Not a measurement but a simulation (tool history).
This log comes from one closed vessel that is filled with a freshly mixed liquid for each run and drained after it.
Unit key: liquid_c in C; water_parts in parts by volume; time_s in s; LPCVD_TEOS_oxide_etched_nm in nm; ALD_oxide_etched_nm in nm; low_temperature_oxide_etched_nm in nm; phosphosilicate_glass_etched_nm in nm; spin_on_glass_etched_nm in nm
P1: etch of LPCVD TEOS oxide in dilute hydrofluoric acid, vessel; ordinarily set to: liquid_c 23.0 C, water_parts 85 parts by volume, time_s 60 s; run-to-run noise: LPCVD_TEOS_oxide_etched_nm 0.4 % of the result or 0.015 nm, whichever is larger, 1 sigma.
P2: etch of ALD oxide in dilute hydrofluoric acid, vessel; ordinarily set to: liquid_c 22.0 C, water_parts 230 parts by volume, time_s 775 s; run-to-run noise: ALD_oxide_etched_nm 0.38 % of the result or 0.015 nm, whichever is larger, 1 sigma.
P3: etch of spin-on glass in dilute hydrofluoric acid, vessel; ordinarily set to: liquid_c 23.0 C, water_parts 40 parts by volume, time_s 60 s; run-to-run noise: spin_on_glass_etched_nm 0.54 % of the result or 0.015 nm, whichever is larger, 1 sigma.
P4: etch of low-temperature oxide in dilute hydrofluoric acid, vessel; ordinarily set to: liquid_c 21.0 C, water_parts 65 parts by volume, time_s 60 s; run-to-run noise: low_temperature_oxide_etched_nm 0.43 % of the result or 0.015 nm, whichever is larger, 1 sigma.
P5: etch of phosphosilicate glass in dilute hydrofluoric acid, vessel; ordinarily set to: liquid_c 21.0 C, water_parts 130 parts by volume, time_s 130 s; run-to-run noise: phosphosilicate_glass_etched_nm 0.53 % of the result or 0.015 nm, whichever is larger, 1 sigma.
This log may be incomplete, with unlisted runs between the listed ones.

| run | day | process | liquid_c | water_parts | time_s | hours since the thermometer was replaced | hours since the hydrofluoric acid flow meter was replaced | LPCVD_TEOS_oxide_etched_nm | ALD_oxide_etched_nm | low_temperature_oxide_etched_nm | phosphosilicate_glass_etched_nm | spin_on_glass_etched_nm |
|---|---|---|---|---|---|---|---|---|---|---|---|---|
| 1 | 0.400 | P1 | 23.0 | 85 | 60 | 1461.5 | 822.5 | 11.4440 |  |  |  |  |
| 2 | 0.629 | P2 | 22.0 | 230 | 775 | 1467.0 | 828.0 |  | 41.7760 |  |  |  |
| 3 | 1.088 | P4 | 21.0 | 65 | 60 | 1478.0 | 839.0 |  |  | 11.7880 |  |  |
| 4 | 1.421 | P1 | 23.0 | 85 | 60 | 1486.0 | 847.0 | 11.4990 |  |  |  |  |
| 5 | 1.812 | P4 | 21.0 | 65 | 30 | 1495.4 | 856.4 |  |  | 5.9206 |  |  |
| 6 | 2.046 | P5 | 21.0 | 195 | 130 | 1501.0 | 862.0 |  |  |  | 32.171 |  |
| 7 | 2.329 | P1 | 23.0 | 85 | 30 | 1507.8 | 868.8 | 5.7390 |  |  |  |  |
| 8 | 2.596 | P1 | 23.0 | 85 | 115 | 1514.2 | 875.2 | 22.0500 |  |  |  |  |
| 9 | 2.846 | P1 | 18.5 | 35 | 60 | 1520.2 | 881.2 | 24.5630 |  |  |  |  |
| 10 | 3.067 | P4 | 21.0 | 110 | 60 | 1525.5 | 886.5 |  |  | 6.6093 |  |  |
| 11 | 3.483 | P3 | 17.0 | 40 | 60 | 1535.5 | 896.5 |  |  |  |  | 38.765 |
| 12 | 3.783 | P1 | 23.0 | 85 | 60 | 1542.7 | 903.7 | 11.4900 |  |  |  |  |
| 13 | 4.042 | P4 | 21.0 | 65 | 60 | 1548.9 | 909.9 |  |  | 11.8670 |  |  |
| 14 | 4.383 | P3 | 23.0 | 40 | 105 | 1557.1 | 918.1 |  |  |  |  | 88.161 |
| 15 | 4.833 | P4 | 17.0 | 65 | 60 | 1567.9 | 928.9 |  |  | 9.9790 |  |  |
| 16 | 5.108 | P2 | 22.0 | 230 | 140 | 1574.5 | 935.5 |  | 7.5444 |  |  |  |
| 17 | 5.417 | P5 | 21.0 | 130 | 130 | 1581.9 | 942.9 |  |  |  | 52.655 |  |
| 18 | 5.821 | P1 | 17.5 | 85 | 60 | 1591.6 | 952.6 | 9.0887 |  |  |  |  |
| 19 | 6.250 | P1 | 23.0 | 145 | 60 | 1601.9 | 962.9 | 6.2544 |  |  |  |  |
| 20 | 6.492 | P3 | 23.0 | 65 | 60 | 1607.7 | 968.7 |  |  |  |  | 30.141 |
| 21 | 6.729 | P1 | 27.0 | 85 | 60 | 1613.4 | 974.4 | 13.4070 |  |  |  |  |
| 22 | 7.033 | P1 | 28.5 | 85 | 100 | 1620.7 | 981.7 | 23.7950 |  |  |  |  |
| 23 | 7.479 | P1 | 23.0 | 30 | 60 | 1631.4 | 992.4 | 34.7750 |  |  |  |  |
| 24 | 7.842 | P3 | 23.0 | 40 | 60 | 1640.1 | 1001.1 |  |  |  |  | 49.966 |
| 25 | 8.121 | P2 | 17.0 | 230 | 775 | 1646.8 | 1007.8 |  | 34.7400 |  |  |  |
| 26 | 8.467 | P5 | 21.0 | 130 | 55 | 1655.1 | 1016.1 |  |  |  | 21.867 |  |
| 27 | 8.950 | P5 | 21.0 | 130 | 130 | 1666.7 | 1027.7 |  |  |  | 52.014 |  |
| 28 | 9.371 | P5 | 26.5 | 130 | 130 | 1676.8 | 1037.8 |  |  |  | 63.999 |  |
| 29 | 9.704 | P2 | 22.0 | 230 | 775 | 1684.8 | 1045.8 |  | 42.1070 |  |  |  |
| 30 | 9.925 | P1 | 23.0 | 85 | 60 | 1690.1 | 1051.1 | 11.4620 |  |  |  |  |
| 31 | 10.271 | P2 | 22.0 | 410 | 775 | 1698.4 | 1059.4 |  | 19.9000 |  |  |  |
| 32 | 10.746 | P1 | 23.0 | 85 | 60 | 1709.8 | 1070.8 | 11.4960 |  |  |  |  |
| 33 | 10.962 | P1 | 23.0 | 85 | 60 | 1715.0 | 1076.0 | 11.7020 |  |  |  |  |
| 34 | 11.267 | P1 | 23.0 | 85 | 60 | 1722.3 | 1083.3 | 11.7240 |  |  |  |  |
| 35 | 11.658 | P1 | 23.0 | 85 | 60 | 1731.7 | 1092.7 | 12.0940 |  |  |  |  |
| 36 | 12.104 | P1 | 23.0 | 85 | 60 | 1742.4 | 1103.4 | 12.1370 |  |  |  |  |
| 37 | 12.504 | P1 | 23.0 | 85 | 60 | 1752.0 | 1113.0 | 12.1750 |  |  |  |  |
| 38 | 12.854 | P1 | 23.0 | 85 | 60 | 1760.4 | 1121.4 | 12.2160 |  |  |  |  |
| 39 | 13.329 | P1 | 23.0 | 85 | 60 | 1771.8 | 1132.8 | 12.3620 |  |  |  |  |
| 40 | 13.804 | P1 | 23.0 | 85 | 60 | 1783.2 | 1144.2 | 12.3420 |  |  |  |  |
| 41 | 14.092 | P1 | 23.0 | 85 | 60 | 1790.1 | 1151.1 | 12.3490 |  |  |  |  |
| 42 | 14.504 | P1 | 23.0 | 85 | 60 | 1800.0 | 1161.0 | 12.3390 |  |  |  |  |
| 43 | 14.925 | P1 | 23.0 | 85 | 60 | 1810.1 | 1171.1 | 12.3460 |  |  |  |  |

The log shows P1 creeping away from where it was. Any of the 2 causes listed here, at the size stated for it, fits the log just as well as the others:
A: hydrofluoric acid flow above the setpoint (%) = 7.29
B: liquid hotter than its thermometer reads (K) = 1.94
Creep in the process output first set in at about day 10.746.

4 check runs are offered, one wafer each, their results left as question marks. Which one tells the causes apart?
| check 1 | 15.346 | P2 | 22.0 | 410 | 775 |  |  |  | ? |  |  |  |
| check 2 | 15.346 | P5 | 25.5 | 130 | 130 |  |  |  |  |  | ? |  |
| check 3 | 15.346 | P4 | 21.0 | 95 | 60 |  |  |  |  | ? |  |  |
| check 4 | 15.346 | P3 | 18.0 | 55 | 60 |  |  |  |  |  |  | ? |

Check results expected under each cause:
| check | result | if A | if B |
|---|---|---|---|
| check 1 | ALD_oxide_etched_nm | 21.9090 | 21.2590 |
| check 2 | phosphosilicate_glass_etched_nm | 67.197 | 66.679 |
| check 3 | low_temperature_oxide_etched_nm | 8.4387 | 8.4452 |
| check 4 | spin_on_glass_etched_nm | 31.416 | 31.672 |
Smallest distance between any two causes, each pair judged by its most separating result, in per cent: check 1 3.01 %; check 2 0.77 %; check 3 0.08 %; check 4 0.81 %
Check 1 tells the causes apart: in the others they would give nearly the same result.

Running check 1 produced the following: ALD_oxide_etched_nm 21.7980 nm. Which one of the listed causes fits?

A is the cause: hydrofluoric acid flow above the setpoint (%).
